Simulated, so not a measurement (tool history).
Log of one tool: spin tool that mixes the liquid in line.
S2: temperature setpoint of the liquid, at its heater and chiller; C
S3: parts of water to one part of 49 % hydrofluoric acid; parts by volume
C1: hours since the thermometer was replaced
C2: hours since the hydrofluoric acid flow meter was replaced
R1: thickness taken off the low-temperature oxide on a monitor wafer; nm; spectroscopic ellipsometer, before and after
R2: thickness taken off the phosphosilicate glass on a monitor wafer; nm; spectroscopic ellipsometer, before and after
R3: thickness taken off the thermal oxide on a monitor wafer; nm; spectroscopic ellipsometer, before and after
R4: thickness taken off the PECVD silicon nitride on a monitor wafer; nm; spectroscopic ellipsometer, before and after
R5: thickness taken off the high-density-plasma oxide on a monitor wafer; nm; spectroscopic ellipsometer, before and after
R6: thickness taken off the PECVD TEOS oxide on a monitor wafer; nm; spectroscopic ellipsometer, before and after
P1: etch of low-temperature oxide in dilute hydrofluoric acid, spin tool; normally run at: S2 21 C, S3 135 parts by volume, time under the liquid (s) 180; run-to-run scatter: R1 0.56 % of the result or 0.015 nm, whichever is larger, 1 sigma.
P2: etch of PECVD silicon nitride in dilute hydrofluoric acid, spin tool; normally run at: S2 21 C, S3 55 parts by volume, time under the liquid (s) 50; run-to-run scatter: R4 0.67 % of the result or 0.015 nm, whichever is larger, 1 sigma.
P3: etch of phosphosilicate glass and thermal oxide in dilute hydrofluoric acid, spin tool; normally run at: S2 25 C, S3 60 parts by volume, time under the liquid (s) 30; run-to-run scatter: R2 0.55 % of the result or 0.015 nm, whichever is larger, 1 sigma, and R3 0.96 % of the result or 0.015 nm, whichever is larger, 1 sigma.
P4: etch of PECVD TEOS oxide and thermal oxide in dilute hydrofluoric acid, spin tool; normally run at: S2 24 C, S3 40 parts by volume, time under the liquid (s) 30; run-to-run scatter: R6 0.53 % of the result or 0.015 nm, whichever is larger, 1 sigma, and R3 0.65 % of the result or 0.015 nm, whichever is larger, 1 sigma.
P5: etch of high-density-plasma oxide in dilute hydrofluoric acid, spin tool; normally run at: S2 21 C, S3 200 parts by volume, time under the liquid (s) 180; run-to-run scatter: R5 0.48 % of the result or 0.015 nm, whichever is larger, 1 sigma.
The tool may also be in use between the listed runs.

Run 1, hour 7.7: process that ran P1, S2 21 C, S3 135 parts by volume, time under the liquid (s) 180; C1 288.7; C2 1429.4. Result: R1 17.971 nm.
Run 2, hour 17.5: process that ran P1, S2 26 C, S3 135 parts by volume, time under the liquid (s) 180; C1 298.5; C2 1439.2. Result: R1 22.12 nm.
Run 3, hour 24.4: process that ran P1, S2 21 C, S3 135 parts by volume, time under the liquid (s) 180; C1 305.4; C2 1446.1. Result: R1 18.09 nm.
Run 4, hour 32.3: process that ran P3, S2 25 C, S3 20 parts by volume, time under the liquid (s) 30; C1 313.3; C2 1454. Result: R2 286.94 nm, R3 8.191 nm.
Run 5, hour 42.7: process that ran P2, S2 21 C, S3 55 parts by volume, time under the liquid (s) 50; C1 323.7; C2 1464.4. Result: R4 4.1176 nm.
Run 6, hour 55.6: process that ran P5, S2 21 C, S3 200 parts by volume, time under the liquid (s) 180; C1 336.6; C2 1477.3. Result: R5 4.2308 nm.
Run 7, hour 66.4: process that ran P5, S2 21 C, S3 80 parts by volume, time under the liquid (s) 180; C1 347.4; C2 1488.1. Result: R5 12.145 nm.
Run 8, hour 73.9: process that ran P4, S2 24 C, S3 40 parts by volume, time under the liquid (s) 30; C1 354.9; C2 1495.6. Result: R3 3.9009 nm, R6 7.1197 nm.
Run 9, hour 85.1: process that ran P3, S2 25 C, S3 60 parts by volume, time under the liquid (s) 55; C1 366.1; C2 1506.8. Result: R2 165.77 nm, R3 4.8538 nm.
Run 10, hour 94.7: process that ran P1, S2 17 C, S3 135 parts by volume, time under the liquid (s) 70; C1 375.7; C2 1516.4. Result: R1 5.9668 nm.
Run 11, hour 102.6: process that ran P4, S2 24 C, S3 60 parts by volume, time under the liquid (s) 30; C1 383.6; C2 1524.3. Result: R3 2.5034 nm, R6 4.6016 nm.
Run 12, hour 109.7: process that ran P1, S2 21 C, S3 135 parts by volume, time under the liquid (s) 180; C1 390.7; C2 1531.4. Result: R1 18.151 nm.
Run 13, hour 118.7: process that ran P2, S2 21 C, S3 55 parts by volume, time under the liquid (s) 15; C1 399.7; C2 1540.4. Result: R4 1.2358 nm.
Run 14, hour 128.2: process that ran P1, S2 21 C, S3 135 parts by volume, time under the liquid (s) 180; C1 409.2; C2 1549.9. Result: R1 18.174 nm.
Run 15, hour 135.6: process that ran P5, S2 27 C, S3 200 parts by volume, time under the liquid (s) 180; C1 416.6; C2 1557.3. Result: R5 5.3336 nm.
Run 16, hour 147.3: process that ran P3, S2 30 C, S3 60 parts by volume, time under the liquid (s) 30; C1 428.3; C2 1569. Result: R2 110.34 nm, R3 3.1979 nm.
Run 17, hour 153.8: process that ran P1, S2 21 C, S3 50 parts by volume, time under the liquid (s) 180; C1 434.8; C2 1575.5. Result: R1 53.563 nm.
Run 18, hour 159.8: process that ran P2, S2 21 C, S3 55 parts by volume, time under the liquid (s) 50; C1 440.8; C2 1581.5. Result: R4 4.0834 nm.
Run 19, hour 172.1: process that ran P4, S2 24 C, S3 40 parts by volume, time under the liquid (s) 15; C1 453.1; C2 1593.8. Result: R3 1.9355 nm, R6 3.5169 nm.
Run 20, hour 184.1: process that ran P1, S2 21 C, S3 190 parts by volume, time under the liquid (s) 50; C1 465.1; C2 1605.8. Result: R1 3.4235 nm.
Run 21, hour 192.5: process that ran P1, S2 21 C, S3 135 parts by volume, time under the liquid (s) 60; C1 473.5; C2 1614.2. Result: R1 6.045 nm.
Run 22, hour 198.6: process that ran P4, S2 31.5 C, S3 40 parts by volume, time under the liquid (s) 30; C1 479.6; C2 1620.3. Result: R3 5.3348 nm, R6 9.4618 nm.
Run 23, hour 208.7: process that ran P1, S2 17 C, S3 135 parts by volume, time under the liquid (s) 180; C1 489.7; C2 1630.4. Result: R1 15.443 nm.

Run 24 comes next. What will it give?
Run 24, hour 221.9: process that ran P4, S2 24 C, S3 40 parts by volume, time under the liquid (s) 30; C1 502.9; C2 1643.6. Result: R3 ?, R6 ?.

{"run 24": {"R3": 3.9111, "R6": 7.0609}}

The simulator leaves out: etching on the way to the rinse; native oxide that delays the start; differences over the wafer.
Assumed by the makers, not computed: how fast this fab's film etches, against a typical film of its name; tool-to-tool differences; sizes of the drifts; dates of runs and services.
